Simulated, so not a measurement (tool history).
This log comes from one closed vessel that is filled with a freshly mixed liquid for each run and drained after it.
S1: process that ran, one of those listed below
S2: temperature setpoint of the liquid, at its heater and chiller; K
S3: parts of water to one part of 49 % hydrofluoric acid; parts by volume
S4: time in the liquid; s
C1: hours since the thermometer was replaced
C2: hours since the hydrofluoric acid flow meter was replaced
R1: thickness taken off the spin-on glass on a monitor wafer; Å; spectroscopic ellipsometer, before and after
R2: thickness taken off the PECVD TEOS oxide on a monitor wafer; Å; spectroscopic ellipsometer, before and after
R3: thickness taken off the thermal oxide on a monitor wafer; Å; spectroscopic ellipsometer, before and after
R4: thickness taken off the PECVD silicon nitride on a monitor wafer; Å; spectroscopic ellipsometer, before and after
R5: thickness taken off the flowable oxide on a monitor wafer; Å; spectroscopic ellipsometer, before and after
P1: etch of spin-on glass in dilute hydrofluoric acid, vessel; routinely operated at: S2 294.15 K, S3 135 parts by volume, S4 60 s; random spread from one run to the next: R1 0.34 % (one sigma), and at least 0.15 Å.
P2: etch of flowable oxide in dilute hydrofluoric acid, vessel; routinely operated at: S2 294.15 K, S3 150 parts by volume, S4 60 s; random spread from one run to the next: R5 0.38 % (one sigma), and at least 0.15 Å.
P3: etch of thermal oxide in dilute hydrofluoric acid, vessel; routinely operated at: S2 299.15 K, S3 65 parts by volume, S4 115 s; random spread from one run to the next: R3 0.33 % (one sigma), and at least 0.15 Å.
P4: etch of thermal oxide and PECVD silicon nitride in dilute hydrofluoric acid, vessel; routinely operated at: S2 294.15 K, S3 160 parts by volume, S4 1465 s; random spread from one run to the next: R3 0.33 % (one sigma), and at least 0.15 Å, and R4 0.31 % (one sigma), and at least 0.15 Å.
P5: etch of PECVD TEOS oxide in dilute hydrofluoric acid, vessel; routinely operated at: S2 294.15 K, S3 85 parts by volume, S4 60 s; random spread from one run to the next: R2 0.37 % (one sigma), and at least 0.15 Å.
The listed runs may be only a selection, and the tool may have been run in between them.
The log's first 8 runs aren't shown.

Run 9, hour 59: S1 P1, S2 294.15 K, S3 135 parts by volume, S4 60 s; C1 770.2; C2 287.6. Result: R1 219.78 Å.
Run 10, hour 67.8: S1 P1, S2 294.15 K, S3 85 parts by volume, S4 60 s; C1 779; C2 296.4. Result: R1 370.01 Å.
Run 11, hour 74.1: S1 P1, S2 294.15 K, S3 135 parts by volume, S4 90 s; C1 785.3; C2 302.7. Result: R1 330.92 Å.
Run 12, hour 79.2: S1 P5, S2 294.15 K, S3 130 parts by volume, S4 60 s; C1 790.4; C2 307.8. Result: R2 77.179 Å.
Run 13, hour 87.4: S1 P1, S2 294.15 K, S3 135 parts by volume, S4 60 s; C1 798.6; C2 316. Result: R1 220.08 Å.
Run 14, hour 93.5: S1 P1, S2 294.15 K, S3 85 parts by volume, S4 105 s; C1 804.7; C2 322.1. Result: R1 644.15 Å.
Run 15, hour 99.3: S1 P1, S2 294.15 K, S3 135 parts by volume, S4 60 s; C1 810.5; C2 327.9. Result: R1 220.5 Å.
Run 16, hour 105.4: S1 P4, S2 294.15 K, S3 275 parts by volume, S4 1465 s; C1 816.6; C2 334. Result: R3 179.99 Å, R4 77.637 Å.
Run 17, hour 114.2: S1 P1, S2 290.15 K, S3 135 parts by volume, S4 60 s; C1 825.4; C2 342.8. Result: R1 186.56 Å.
Run 18, hour 122.4: S1 P1, S2 294.15 K, S3 135 parts by volume, S4 30 s; C1 833.6; C2 351. Result: R1 109.23 Å.
Run 19, hour 129.2: S1 P3, S2 292.65 K, S3 65 parts by volume, S4 115 s; C1 840.4; C2 357.8. Result: R3 72.729 Å.
Run 20, hour 133.9: S1 P4, S2 294.15 K, S3 160 parts by volume, S4 2720 s; C1 845.1; C2 362.5. Result: R3 643.12 Å, R4 245.49 Å.
Run 21, hour 141.8: S1 P2, S2 300.65 K, S3 150 parts by volume, S4 60 s; C1 853; C2 370.4. Result: R5 296.23 Å.
Run 22, hour 148.2: S1 P1, S2 301.65 K, S3 135 parts by volume, S4 60 s; C1 859.4; C2 376.8. Result: R1 292.59 Å.
Run 23, hour 155.3: S1 P2, S2 294.15 K, S3 150 parts by volume, S4 110 s; C1 866.5; C2 383.9. Result: R5 421.47 Å.
Run 24, hour 162.8: S1 P5, S2 300.15 K, S3 85 parts by volume, S4 60 s; C1 874; C2 391.4. Result: R2 156.29 Å.
Run 25, hour 168.6: S1 P2, S2 294.15 K, S3 260 parts by volume, S4 60 s; C1 879.8; C2 397.2. Result: R5 119.43 Å.
Run 26, hour 172.9: S1 P1, S2 294.15 K, S3 135 parts by volume, S4 60 s; C1 884.1; C2 401.5. Result: R1 220.04 Å.
At hour 181.1: thermometer replaced.
Run 27, hour 181.4: S1 P5, S2 294.15 K, S3 85 parts by volume, S4 30 s; C1 0.4; C2 410. Result: R2 61.552 Å.
Run 28, hour 188.5: S1 P3, S2 299.15 K, S3 65 parts by volume, S4 35 s; C1 7.5; C2 417.1. Result: R3 28.995 Å.
Run 29, hour 192.6: S1 P3, S2 299.15 K, S3 65 parts by volume, S4 115 s; C1 11.6; C2 421.2. Result: R3 94.096 Å.
Run 30, hour 199.8: S1 P1, S2 294.15 K, S3 135 parts by volume, S4 60 s; C1 18.8; C2 428.4. Result: R1 221.38 Å.

Run 31 comes next. What will it give?
Run 31, hour 204: S1 P1, S2 294.15 K, S3 135 parts by volume, S4 60 s; C1 23; C2 432.6. Result: R1 ?.

Logged for run 31: R1 219.12 Å.

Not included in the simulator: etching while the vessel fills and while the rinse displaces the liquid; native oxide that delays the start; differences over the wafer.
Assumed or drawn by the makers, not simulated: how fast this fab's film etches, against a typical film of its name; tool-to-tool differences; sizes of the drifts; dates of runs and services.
